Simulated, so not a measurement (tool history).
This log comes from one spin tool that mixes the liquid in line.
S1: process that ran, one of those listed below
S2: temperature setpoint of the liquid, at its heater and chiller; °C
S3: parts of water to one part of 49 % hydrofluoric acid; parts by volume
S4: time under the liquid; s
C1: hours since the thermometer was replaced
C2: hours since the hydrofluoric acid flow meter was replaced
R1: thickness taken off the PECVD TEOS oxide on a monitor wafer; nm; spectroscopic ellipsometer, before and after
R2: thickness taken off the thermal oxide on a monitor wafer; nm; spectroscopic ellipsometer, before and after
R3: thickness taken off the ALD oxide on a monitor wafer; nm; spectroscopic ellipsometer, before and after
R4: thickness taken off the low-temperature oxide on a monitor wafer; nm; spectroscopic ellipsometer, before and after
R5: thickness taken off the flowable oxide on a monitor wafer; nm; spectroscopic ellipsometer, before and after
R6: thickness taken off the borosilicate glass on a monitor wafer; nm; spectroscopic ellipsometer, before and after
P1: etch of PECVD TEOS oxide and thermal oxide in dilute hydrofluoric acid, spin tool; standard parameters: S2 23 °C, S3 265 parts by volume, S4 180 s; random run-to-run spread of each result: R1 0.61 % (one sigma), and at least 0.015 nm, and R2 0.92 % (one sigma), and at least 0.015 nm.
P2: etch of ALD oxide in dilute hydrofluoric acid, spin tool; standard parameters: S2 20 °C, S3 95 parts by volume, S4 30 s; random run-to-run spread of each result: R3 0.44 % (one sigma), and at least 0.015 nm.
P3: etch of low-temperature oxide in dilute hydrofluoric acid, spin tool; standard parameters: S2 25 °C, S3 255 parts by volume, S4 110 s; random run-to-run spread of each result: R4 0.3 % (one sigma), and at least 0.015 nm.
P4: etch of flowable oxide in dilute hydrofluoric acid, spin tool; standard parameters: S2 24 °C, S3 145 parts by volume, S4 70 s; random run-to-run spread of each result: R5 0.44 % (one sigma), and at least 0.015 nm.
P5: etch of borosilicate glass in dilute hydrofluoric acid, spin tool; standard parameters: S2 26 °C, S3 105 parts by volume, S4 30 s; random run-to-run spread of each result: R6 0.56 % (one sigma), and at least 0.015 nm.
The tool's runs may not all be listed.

Run 1, hour 16.5: S1 P1, S2 23 °C, S3 265 parts by volume, S4 180 s; C1 1282.7; C2 647.9. Result: R1 4.9327 nm, R2 2.5521 nm.
Run 2, hour 33.4: S1 P1, S2 23 °C, S3 85 parts by volume, S4 180 s; C1 1299.6; C2 664.8. Result: R1 18.638 nm, R2 9.8843 nm.
Run 3, hour 49.5: S1 P1, S2 23 °C, S3 265 parts by volume, S4 180 s; C1 1315.7; C2 680.9. Result: R1 4.8968 nm, R2 2.5606 nm.
Run 4, hour 64.2: S1 P2, S2 20 °C, S3 20 parts by volume, S4 30 s; C1 1330.4; C2 695.6. Result: R3 28.914 nm.
Run 5, hour 74.2: S1 P1, S2 23 °C, S3 265 parts by volume, S4 60 s; C1 1340.4; C2 705.6. Result: R1 1.6139 nm, R2 0.86841 nm.
Run 6, hour 87.6: S1 P3, S2 25 °C, S3 255 parts by volume, S4 110 s; C1 1353.8; C2 719. Result: R4 7.8669 nm.
Run 7, hour 101.3: S1 P3, S2 25 °C, S3 255 parts by volume, S4 215 s; C1 1367.5; C2 732.7. Result: R4 15.367 nm.
Run 8, hour 115.9: S1 P4, S2 24 °C, S3 145 parts by volume, S4 130 s; C1 1382.1; C2 747.3. Result: R5 34.721 nm.
Run 9, hour 129.5: S1 P1, S2 23 °C, S3 460 parts by volume, S4 180 s; C1 1395.7; C2 760.9. Result: R1 2.3412 nm, R2 1.2872 nm.
Run 10, hour 138.8: S1 P5, S2 26 °C, S3 185 parts by volume, S4 30 s; C1 1405; C2 770.2. Result: R6 7.0458 nm.
Run 11, hour 150.9: S1 P1, S2 23 °C, S3 465 parts by volume, S4 30 s; C1 1417.1; C2 782.3. Result: R1 0.38348 nm, R2 0.18985 nm.
Run 12, hour 163.3: S1 P4, S2 32 °C, S3 145 parts by volume, S4 70 s; C1 1429.5; C2 794.7. Result: R5 25.124 nm.
Run 13, hour 179.5: S1 P1, S2 23 °C, S3 265 parts by volume, S4 180 s; C1 1445.7; C2 810.9. Result: R1 4.914 nm, R2 2.6327 nm.
Run 14, hour 191.8: S1 P3, S2 18 °C, S3 255 parts by volume, S4 110 s; C1 1458; C2 823.2. Result: R4 6.057 nm.
Run 15, hour 203.6: S1 P1, S2 23 °C, S3 265 parts by volume, S4 180 s; C1 1469.8; C2 835. Result: R1 4.915 nm, R2 2.5584 nm.
Run 16, hour 217: S1 P2, S2 28 °C, S3 95 parts by volume, S4 30 s; C1 1483.2; C2 848.4. Result: R3 7.6682 nm.
Run 17, hour 227.7: S1 P4, S2 24 °C, S3 145 parts by volume, S4 70 s; C1 1493.9; C2 859.1. Result: R5 18.907 nm.
Run 18, hour 236: S1 P2, S2 20 °C, S3 95 parts by volume, S4 30 s; C1 1502.2; C2 867.4. Result: R3 5.5919 nm.
Run 19, hour 248.4: S1 P4, S2 24 °C, S3 260 parts by volume, S4 70 s; C1 1514.6; C2 879.8. Result: R5 9.2494 nm.

Run 20 has not been measured yet. What should we expect?
Run 20, hour 261.3: S1 P1, S2 28.5 °C, S3 265 parts by volume, S4 180 s; C1 1527.5; C2 892.7. Result: R1 ?, R2 ?.

Run 20 came out at R1 5.9195 nm, R2 3.1309 nm.
